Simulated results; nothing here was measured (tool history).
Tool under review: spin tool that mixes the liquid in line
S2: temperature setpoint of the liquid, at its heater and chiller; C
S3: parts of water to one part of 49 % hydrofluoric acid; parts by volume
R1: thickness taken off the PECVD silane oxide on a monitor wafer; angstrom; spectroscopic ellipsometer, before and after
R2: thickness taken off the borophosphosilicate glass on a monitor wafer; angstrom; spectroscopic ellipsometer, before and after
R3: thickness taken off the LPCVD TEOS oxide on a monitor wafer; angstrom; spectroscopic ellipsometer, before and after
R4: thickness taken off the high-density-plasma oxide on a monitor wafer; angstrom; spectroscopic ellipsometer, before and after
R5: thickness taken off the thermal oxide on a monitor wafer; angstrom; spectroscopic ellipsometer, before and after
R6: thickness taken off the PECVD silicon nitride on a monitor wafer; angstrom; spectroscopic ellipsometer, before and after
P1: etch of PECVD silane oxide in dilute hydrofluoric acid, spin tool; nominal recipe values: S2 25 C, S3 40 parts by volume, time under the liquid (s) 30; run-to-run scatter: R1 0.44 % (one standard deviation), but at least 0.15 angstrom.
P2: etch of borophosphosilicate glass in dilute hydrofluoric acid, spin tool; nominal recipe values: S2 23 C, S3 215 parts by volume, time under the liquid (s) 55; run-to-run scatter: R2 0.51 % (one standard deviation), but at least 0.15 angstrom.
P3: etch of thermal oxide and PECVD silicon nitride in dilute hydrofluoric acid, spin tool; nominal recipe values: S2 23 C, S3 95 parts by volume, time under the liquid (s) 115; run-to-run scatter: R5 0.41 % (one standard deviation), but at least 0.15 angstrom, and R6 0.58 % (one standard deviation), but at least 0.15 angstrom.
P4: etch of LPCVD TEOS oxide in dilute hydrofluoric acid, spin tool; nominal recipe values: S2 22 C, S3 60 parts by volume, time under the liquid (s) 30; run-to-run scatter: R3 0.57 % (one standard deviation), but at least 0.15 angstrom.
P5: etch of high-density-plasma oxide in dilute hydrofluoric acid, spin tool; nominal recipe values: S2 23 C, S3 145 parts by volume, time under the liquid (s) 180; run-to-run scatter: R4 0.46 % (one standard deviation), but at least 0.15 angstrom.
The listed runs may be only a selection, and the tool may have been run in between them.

Run 1, hour 5: process that ran P1, S2 25 C, S3 40 parts by volume, time under the liquid (s) 30. Result: R1 348.24 angstrom.
Run 2, hour 10.7: process that ran P1, S2 25 C, S3 25 parts by volume, time under the liquid (s) 30. Result: R1 566.51 angstrom.
Run 3, hour 16.6: process that ran P2, S2 23 C, S3 215 parts by volume, time under the liquid (s) 100. Result: R2 165.6 angstrom.
Run 4, hour 22.5: process that ran P4, S2 22 C, S3 60 parts by volume, time under the liquid (s) 30. Result: R3 81.552 angstrom.
Run 5, hour 28.3: process that ran P5, S2 23 C, S3 145 parts by volume, time under the liquid (s) 180. Result: R4 67.511 angstrom.
Run 6, hour 31.1: process that ran P2, S2 23 C, S3 215 parts by volume, time under the liquid (s) 55. Result: R2 90.902 angstrom.
Run 7, hour 34: process that ran P3, S2 23 C, S3 175 parts by volume, time under the liquid (s) 115. Result: R5 28.624 angstrom, R6 34.312 angstrom.
Run 8, hour 38.2: process that ran P4, S2 22 C, S3 60 parts by volume, time under the liquid (s) 30. Result: R3 81.251 angstrom.
Run 9, hour 42.6: process that ran P1, S2 31 C, S3 40 parts by volume, time under the liquid (s) 30. Result: R1 445.61 angstrom.
Run 10, hour 48: process that ran P1, S2 20 C, S3 40 parts by volume, time under the liquid (s) 30. Result: R1 282.23 angstrom.
Run 11, hour 53.1: process that ran P1, S2 30.5 C, S3 20 parts by volume, time under the liquid (s) 30. Result: R1 900.47 angstrom.
Run 12, hour 57.6: process that ran P1, S2 25 C, S3 40 parts by volume, time under the liquid (s) 30. Result: R1 349.22 angstrom.
Run 13, hour 62.9: process that ran P5, S2 23 C, S3 145 parts by volume, time under the liquid (s) 180. Result: R4 67.632 angstrom.
Run 14, hour 66.8: process that ran P3, S2 23 C, S3 95 parts by volume, time under the liquid (s) 115. Result: R5 58.058 angstrom, R6 61.997 angstrom.
Run 15, hour 71: process that ran P1, S2 25 C, S3 55 parts by volume, time under the liquid (s) 30. Result: R1 248.53 angstrom.
Run 16, hour 75.2: process that ran P4, S2 17 C, S3 60 parts by volume, time under the liquid (s) 30. Result: R3 65.706 angstrom.
Run 17, hour 79.9: process that ran P2, S2 23 C, S3 215 parts by volume, time under the liquid (s) 55. Result: R2 90.104 angstrom.
Run 18, hour 85.5: process that ran P5, S2 23 C, S3 260 parts by volume, time under the liquid (s) 180. Result: R4 33.601 angstrom.
Run 19, hour 90.3: process that ran P1, S2 25 C, S3 40 parts by volume, time under the liquid (s) 30. Result: R1 350.99 angstrom.
Run 20, hour 96.2: process that ran P2, S2 29.5 C, S3 215 parts by volume, time under the liquid (s) 55. Result: R2 115.48 angstrom.
Run 21, hour 101: process that ran P1, S2 25 C, S3 40 parts by volume, time under the liquid (s) 60. Result: R1 698.96 angstrom.
Run 22, hour 106.1: process that ran P3, S2 19.5 C, S3 95 parts by volume, time under the liquid (s) 115. Result: R5 50.231 angstrom, R6 48.776 angstrom.
Run 23, hour 109: process that ran P2, S2 23 C, S3 50 parts by volume, time under the liquid (s) 55. Result: R2 475.97 angstrom.
Run 24, hour 112.4: process that ran P4, S2 22 C, S3 20 parts by volume, time under the liquid (s) 30. Result: R3 257.45 angstrom.
Run 25, hour 117.3: process that ran P1, S2 25 C, S3 40 parts by volume, time under the liquid (s) 30. Result: R1 347.52 angstrom.
Run 26, hour 121.2: process that ran P4, S2 22 C, S3 60 parts by volume, time under the liquid (s) 15. Result: R3 41.354 angstrom.
Run 27, hour 126.3: process that ran P5, S2 23 C, S3 145 parts by volume, time under the liquid (s) 290. Result: R4 108.17 angstrom.
Run 28, hour 131.2: process that ran P5, S2 17 C, S3 145 parts by volume, time under the liquid (s) 180. Result: R4 53.575 angstrom.
Run 29, hour 136.6: process that ran P3, S2 23 C, S3 95 parts by volume, time under the liquid (s) 215. Result: R5 107.89 angstrom, R6 117.76 angstrom.
Run 30, hour 142.3: process that ran P1, S2 25 C, S3 40 parts by volume, time under the liquid (s) 15. Result: R1 173.31 angstrom.
Run 31, hour 146.9: process that ran P1, S2 25 C, S3 40 parts by volume, time under the liquid (s) 30. Result: R1 349.21 angstrom.
Run 32, hour 151.9: process that ran P1, S2 17.5 C, S3 60 parts by volume, time under the liquid (s) 30. Result: R1 165.95 angstrom.
Run 33, hour 157.3: process that ran P1, S2 25 C, S3 40 parts by volume, time under the liquid (s) 30. Result: R1 349.65 angstrom.
Run 34, hour 160.6: process that ran P1, S2 25 C, S3 40 parts by volume, time under the liquid (s) 30. Result: R1 342.36 angstrom.
Run 35, hour 166: process that ran P1, S2 25 C, S3 40 parts by volume, time under the liquid (s) 30. Result: R1 331.2 angstrom.
Run 36, hour 170.9: process that ran P1, S2 25 C, S3 40 parts by volume, time under the liquid (s) 30. Result: R1 327.4 angstrom.
Run 37, hour 176.9: process that ran P1, S2 25 C, S3 40 parts by volume, time under the liquid (s) 30. Result: R1 324.67 angstrom.
Run 38, hour 181.8: process that ran P1, S2 25 C, S3 40 parts by volume, time under the liquid (s) 30. Result: R1 321.58 angstrom.
Run 39, hour 187.7: process that ran P1, S2 25 C, S3 40 parts by volume, time under the liquid (s) 30. Result: R1 321.94 angstrom.
Run 40, hour 190.5: process that ran P1, S2 25 C, S3 40 parts by volume, time under the liquid (s) 30. Result: R1 319.38 angstrom.
Run 41, hour 193.5: process that ran P1, S2 25 C, S3 40 parts by volume, time under the liquid (s) 30. Result: R1 318.45 angstrom.
Run 42, hour 199: process that ran P1, S2 25 C, S3 40 parts by volume, time under the liquid (s) 30. Result: R1 319.88 angstrom.
Run 43, hour 204.6: process that ran P1, S2 25 C, S3 40 parts by volume, time under the liquid (s) 30. Result: R1 319.45 angstrom.

The output of P1 has drifted from where it used to be. Each of the 2 causes below, taken at the size shown beside it, accounts for the log equally well:
A: hydrofluoric acid flow below the setpoint (%) = 8.23
B: liquid colder than its thermometer reads (K) = 2.19
The gradual shift began around hour 157.3.

Which of the 4 check runs listed below separates the causes, so that each cause would produce a clearly different result? Each run uses one wafer, and its results are marked with question marks.
Run check 1, hour 210.2: process that ran P3, S2 23 C, S3 140 parts by volume, time under the liquid (s) 215. Result: R5 ?, R6 ?.
Run check 2, hour 210.2: process that ran P2, S2 23 C, S3 60 parts by volume, time under the liquid (s) 85. Result: R2 ?.
Run check 3, hour 210.2: process that ran P5, S2 17 C, S3 210 parts by volume, time under the liquid (s) 180. Result: R4 ?.
Run check 4, hour 210.2: process that ran P4, S2 17 C, S3 60 parts by volume, time under the liquid (s) 30. Result: R3 ?.

If the cause were each of the candidates in turn, the checks would give the following:
  check  result    if A    if B
check 1      R5  63.061  63.946
check 1      R6   73.23  68.979
check 2      R2  546.27  547.23
check 3      R4   31.23  31.697
check 4      R3  60.406  60.183
Distance between the nearest two causes, measured in the result of the check that separates them most: check 1 5.98 %; check 2 0.18 %; check 3 1.49 %; check 4 0.37 %
Check 1 distinguishes between the causes, while the remaining checks would return nearly the same result for all of them.

Then check 1 was run and gave: R5 63.763 angstrom; R6 68.872 angstrom. Which cause is it?

The correct cause is B, namely: liquid colder than its thermometer reads (K).
